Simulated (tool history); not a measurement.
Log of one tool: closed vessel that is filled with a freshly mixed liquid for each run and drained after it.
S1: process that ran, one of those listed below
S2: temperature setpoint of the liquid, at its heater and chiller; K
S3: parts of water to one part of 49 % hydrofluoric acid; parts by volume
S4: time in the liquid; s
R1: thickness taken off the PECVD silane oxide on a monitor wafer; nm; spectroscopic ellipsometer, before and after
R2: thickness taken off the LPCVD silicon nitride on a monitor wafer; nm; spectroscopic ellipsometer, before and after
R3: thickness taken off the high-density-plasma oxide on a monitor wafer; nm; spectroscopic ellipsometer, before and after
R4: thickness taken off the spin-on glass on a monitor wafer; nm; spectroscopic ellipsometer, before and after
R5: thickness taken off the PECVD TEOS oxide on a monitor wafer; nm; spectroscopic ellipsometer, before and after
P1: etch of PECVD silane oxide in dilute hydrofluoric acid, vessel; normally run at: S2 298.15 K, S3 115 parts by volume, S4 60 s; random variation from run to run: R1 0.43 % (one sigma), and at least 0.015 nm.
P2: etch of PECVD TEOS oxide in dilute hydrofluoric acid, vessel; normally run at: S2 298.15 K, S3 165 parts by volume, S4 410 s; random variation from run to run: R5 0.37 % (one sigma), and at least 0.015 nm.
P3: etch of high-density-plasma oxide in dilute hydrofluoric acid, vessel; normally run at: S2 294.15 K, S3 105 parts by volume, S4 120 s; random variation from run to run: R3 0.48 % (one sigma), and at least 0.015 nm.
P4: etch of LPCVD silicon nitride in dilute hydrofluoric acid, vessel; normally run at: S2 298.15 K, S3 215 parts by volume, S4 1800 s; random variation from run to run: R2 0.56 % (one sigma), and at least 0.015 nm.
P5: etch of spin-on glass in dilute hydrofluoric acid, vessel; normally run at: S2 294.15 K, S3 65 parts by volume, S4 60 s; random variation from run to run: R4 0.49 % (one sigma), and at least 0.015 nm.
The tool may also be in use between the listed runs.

| run | hour | S1 | S2 | S3 | S4 | R1 | R2 | R3 | R4 | R5 |
|---|---|---|---|---|---|---|---|---|---|---|
| 1 | 8 | P1 | 298.15 | 115 | 60 | 8.1552 |  |  |  |  |
| 2 | 12.3 | P4 | 298.15 | 215 | 3275 |  | 8.409 |  |  |  |
| 3 | 20.1 | P3 | 294.15 | 105 | 30 |  |  | 1.3088 |  |  |
| 4 | 28.1 | P1 | 301.65 | 115 | 60 | 9.2593 |  |  |  |  |
| 5 | 36 | P5 | 294.15 | 65 | 60 |  |  |  | 36.521 |  |
| 6 | 40.7 | P1 | 298.15 | 200 | 60 | 4.2379 |  |  |  |  |
| 7 | 47.6 | P4 | 304.15 | 215 | 1800 |  | 6.7114 |  |  |  |
| 8 | 56.1 | P5 | 294.15 | 65 | 60 |  |  |  | 36.318 |  |
| 9 | 63.3 | P3 | 294.15 | 60 | 120 |  |  | 9.638 |  |  |
| 10 | 69.6 | P1 | 304.65 | 115 | 30 | 5.1929 |  |  |  |  |
| 11 | 78.7 | P4 | 298.15 | 315 | 1800 |  | 3.1745 |  |  |  |
| 12 | 83.4 | P3 | 294.15 | 105 | 120 |  |  | 5.2002 |  |  |
| 13 | 90 | P2 | 298.15 | 165 | 410 |  |  |  |  | 36.811 |
| 14 | 96.9 | P1 | 298.15 | 115 | 30 | 4.0677 |  |  |  |  |
| 15 | 103.1 | P4 | 298.15 | 215 | 1800 |  | 4.6775 |  |  |  |
| 16 | 111 | P1 | 298.15 | 115 | 95 | 12.847 |  |  |  |  |
| 17 | 119.6 | P3 | 294.15 | 105 | 120 |  |  | 5.1355 |  |  |
| 18 | 126.8 | P5 | 294.15 | 65 | 120 |  |  |  | 72.698 |  |
| 19 | 134.7 | P1 | 298.15 | 30 | 60 | 35.135 |  |  |  |  |
| 20 | 140.9 | P2 | 298.15 | 255 | 410 |  |  |  |  | 21.389 |
| 21 | 148.5 | P5 | 294.15 | 105 | 60 |  |  |  | 21.593 |  |
|  | 156.6 | thermometer replaced |
| 22 | 157.9 | P1 | 298.15 | 115 | 60 | 8.1305 |  |  |  |  |
| 23 | 166.9 | P1 | 298.15 | 115 | 60 | 8.0732 |  |  |  |  |
| 24 | 175.2 | P2 | 298.15 | 165 | 190 |  |  |  |  | 16.895 |
| 25 | 182 | P2 | 305.65 | 165 | 410 |  |  |  |  | 47.771 |
| 26 | 191 | P3 | 300.15 | 105 | 120 |  |  | 6.5401 |  |  |
| 27 | 199.3 | P5 | 302.65 | 65 | 60 |  |  |  | 51.09 |  |
| 28 | 207.9 | P1 | 293.65 | 115 | 60 | 6.815 |  |  |  |  |
| 29 | 212.5 | P2 | 298.15 | 165 | 410 |  |  |  |  | 36.496 |
| 30 | 218 | P1 | 298.15 | 115 | 60 | 8.1225 |  |  |  |  |
| 31 | 223.9 | P1 | 298.15 | 115 | 60 | 8.1406 |  |  |  |  |
| 32 | 229.9 | P1 | 298.15 | 115 | 60 | 8.303 |  |  |  |  |

The next listed run, before its measurement:
| 33 | 237 | P1 | 298.15 | 115 | 60 | ? |  |  |  |  |

R1: 8.5782 nm

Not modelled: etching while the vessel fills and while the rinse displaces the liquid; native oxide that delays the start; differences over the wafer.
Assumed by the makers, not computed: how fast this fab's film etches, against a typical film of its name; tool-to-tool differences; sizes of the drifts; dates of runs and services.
